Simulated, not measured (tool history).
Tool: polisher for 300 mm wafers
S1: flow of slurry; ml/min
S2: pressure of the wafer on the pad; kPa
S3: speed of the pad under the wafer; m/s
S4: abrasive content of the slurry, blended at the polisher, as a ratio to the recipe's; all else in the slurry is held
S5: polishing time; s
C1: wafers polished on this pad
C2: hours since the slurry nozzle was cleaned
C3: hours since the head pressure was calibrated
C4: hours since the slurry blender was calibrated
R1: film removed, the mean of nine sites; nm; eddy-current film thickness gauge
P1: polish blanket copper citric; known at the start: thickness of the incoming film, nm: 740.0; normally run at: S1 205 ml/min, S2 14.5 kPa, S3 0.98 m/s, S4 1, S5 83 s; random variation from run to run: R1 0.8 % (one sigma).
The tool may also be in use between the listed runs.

Run 1, hour 10.3: S1 205 ml/min, S2 14.5 kPa, S3 0.98 m/s, S4 1, S5 83 s; C1 507; C2 191.4; C3 118.5; C4 207.5. Result: R1 122.87 nm.
Run 2, hour 21.7: S1 205 ml/min, S2 14.5 kPa, S3 0.98 m/s, S4 1, S5 83 s; C1 608; C2 202.8; C3 129.9; C4 218.9. Result: R1 122.86 nm.
Run 3, hour 29.9: S1 205 ml/min, S2 14.5 kPa, S3 0.98 m/s, S4 1, S5 83 s; C1 680; C2 211; C3 138.1; C4 227.1. Result: R1 121.13 nm.
Run 4, hour 36.2: S1 205 ml/min, S2 20.7 kPa, S3 0.64 m/s, S4 1, S5 83 s; C1 735; C2 217.3; C3 144.4; C4 233.4. Result: R1 116.59 nm.
Run 5, hour 47.7: S1 205 ml/min, S2 14.5 kPa, S3 0.98 m/s, S4 0.65, S5 112 s; C1 836; C2 228.8; C3 155.9; C4 244.9. Result: R1 149.31 nm.
Run 6, hour 55: S1 205 ml/min, S2 14.5 kPa, S3 0.98 m/s, S4 0.55, S5 83 s; C1 901; C2 236.1; C3 163.2; C4 252.2. Result: R1 109.03 nm.
Run 7, hour 63.8: S1 255 ml/min, S2 14.5 kPa, S3 0.98 m/s, S4 1, S5 83 s; C1 978; C2 244.9; C3 172; C4 261. Result: R1 125.97 nm.
Run 8, hour 74.3: S1 205 ml/min, S2 14.5 kPa, S3 0.98 m/s, S4 1, S5 83 s; C1 1070; C2 255.4; C3 182.5; C4 271.5. Result: R1 123.57 nm.
Run 9, hour 86.5: S1 205 ml/min, S2 14.5 kPa, S3 0.98 m/s, S4 1, S5 118 s; C1 1178; C2 267.6; C3 194.7; C4 283.7. Result: R1 175.76 nm.
Run 10, hour 91.9: S1 205 ml/min, S2 14.5 kPa, S3 0.98 m/s, S4 1, S5 55 s; C1 1225; C2 273; C3 200.1; C4 289.1. Result: R1 80.491 nm.
Run 11, hour 98.7: S1 125 ml/min, S2 14.5 kPa, S3 0.98 m/s, S4 1, S5 83 s; C1 1285; C2 279.8; C3 206.9; C4 295.9. Result: R1 113.75 nm.
Run 12, hour 110.1: S1 205 ml/min, S2 6.9 kPa, S3 0.98 m/s, S4 1, S5 83 s; C1 1385; C2 291.2; C3 218.3; C4 307.3. Result: R1 60.326 nm.
Run 13, hour 118.8: S1 205 ml/min, S2 14.5 kPa, S3 1.44 m/s, S4 1, S5 83 s; C1 1462; C2 299.9; C3 227; C4 316. Result: R1 177.54 nm.
Run 14, hour 127.3: S1 255 ml/min, S2 14.5 kPa, S3 0.98 m/s, S4 1, S5 51 s; C1 1537; C2 308.4; C3 235.5; C4 324.5. Result: R1 77.156 nm.
Run 15, hour 136.7: S1 205 ml/min, S2 14.5 kPa, S3 0.48 m/s, S4 1, S5 83 s; C1 1619; C2 317.8; C3 244.9; C4 333.9. Result: R1 62.909 nm.

Run 16 comes next. What will it give?
At hour 143.1: worn pad replaced by a new one.
Run 16, hour 144.5: S1 205 ml/min, S2 14.5 kPa, S3 0.98 m/s, S4 1.5, S5 83 s; C1 12; C2 325.6; C3 252.7; C4 341.7. Result: R1 ?.

Run 16 gave R1 134.75 nm.
